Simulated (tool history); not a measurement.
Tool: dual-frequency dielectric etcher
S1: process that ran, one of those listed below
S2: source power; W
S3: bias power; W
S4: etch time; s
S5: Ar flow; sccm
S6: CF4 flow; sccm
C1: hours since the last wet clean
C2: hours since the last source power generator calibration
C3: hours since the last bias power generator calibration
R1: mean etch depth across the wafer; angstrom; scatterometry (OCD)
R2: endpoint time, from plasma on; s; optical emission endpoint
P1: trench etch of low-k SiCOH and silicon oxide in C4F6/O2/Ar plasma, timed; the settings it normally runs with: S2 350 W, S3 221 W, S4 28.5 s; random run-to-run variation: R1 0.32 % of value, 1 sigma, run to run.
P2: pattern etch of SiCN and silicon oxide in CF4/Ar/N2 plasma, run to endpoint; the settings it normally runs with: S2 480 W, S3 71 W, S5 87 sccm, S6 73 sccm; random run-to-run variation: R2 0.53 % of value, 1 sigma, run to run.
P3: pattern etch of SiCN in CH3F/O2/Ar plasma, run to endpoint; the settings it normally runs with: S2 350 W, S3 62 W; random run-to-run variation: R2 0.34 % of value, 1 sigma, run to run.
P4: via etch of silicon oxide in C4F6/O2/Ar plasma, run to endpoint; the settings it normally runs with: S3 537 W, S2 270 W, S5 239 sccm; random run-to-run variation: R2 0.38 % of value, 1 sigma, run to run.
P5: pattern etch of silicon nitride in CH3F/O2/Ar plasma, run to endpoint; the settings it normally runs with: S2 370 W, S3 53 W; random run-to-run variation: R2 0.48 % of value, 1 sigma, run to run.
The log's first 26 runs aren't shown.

run,hour,S1,S2,S3,S4,S5,S6,C1,C2,C3,R1,R2
27,209.2,P4,270,344,,239,,177.3,2723.6,92.1,,55.916
28,214.1,P1,480,221,38,,,182.2,2728.5,97,1374.7,
29,224.6,P5,370,34,,,,192.7,2739,107.5,,61.07
30,230.2,P1,350,221,28.5,,,198.3,2744.6,113.1,915.24,
31,238,P1,350,221,28.5,,,206.1,2752.4,120.9,911.61,
32,244.8,P1,350,221,28.5,,,212.9,2759.2,127.7,910.21,
33,255.4,P1,350,221,28.5,,,223.5,2769.8,138.3,906.32,
34,261.4,P1,350,221,28.5,,,229.5,2775.8,144.3,901.58,

For run 35, what comes out?
35,272,P1,350,221,28.5,,,240.1,2786.4,154.9,?,

{"run 35": {"R1": 904.35}}

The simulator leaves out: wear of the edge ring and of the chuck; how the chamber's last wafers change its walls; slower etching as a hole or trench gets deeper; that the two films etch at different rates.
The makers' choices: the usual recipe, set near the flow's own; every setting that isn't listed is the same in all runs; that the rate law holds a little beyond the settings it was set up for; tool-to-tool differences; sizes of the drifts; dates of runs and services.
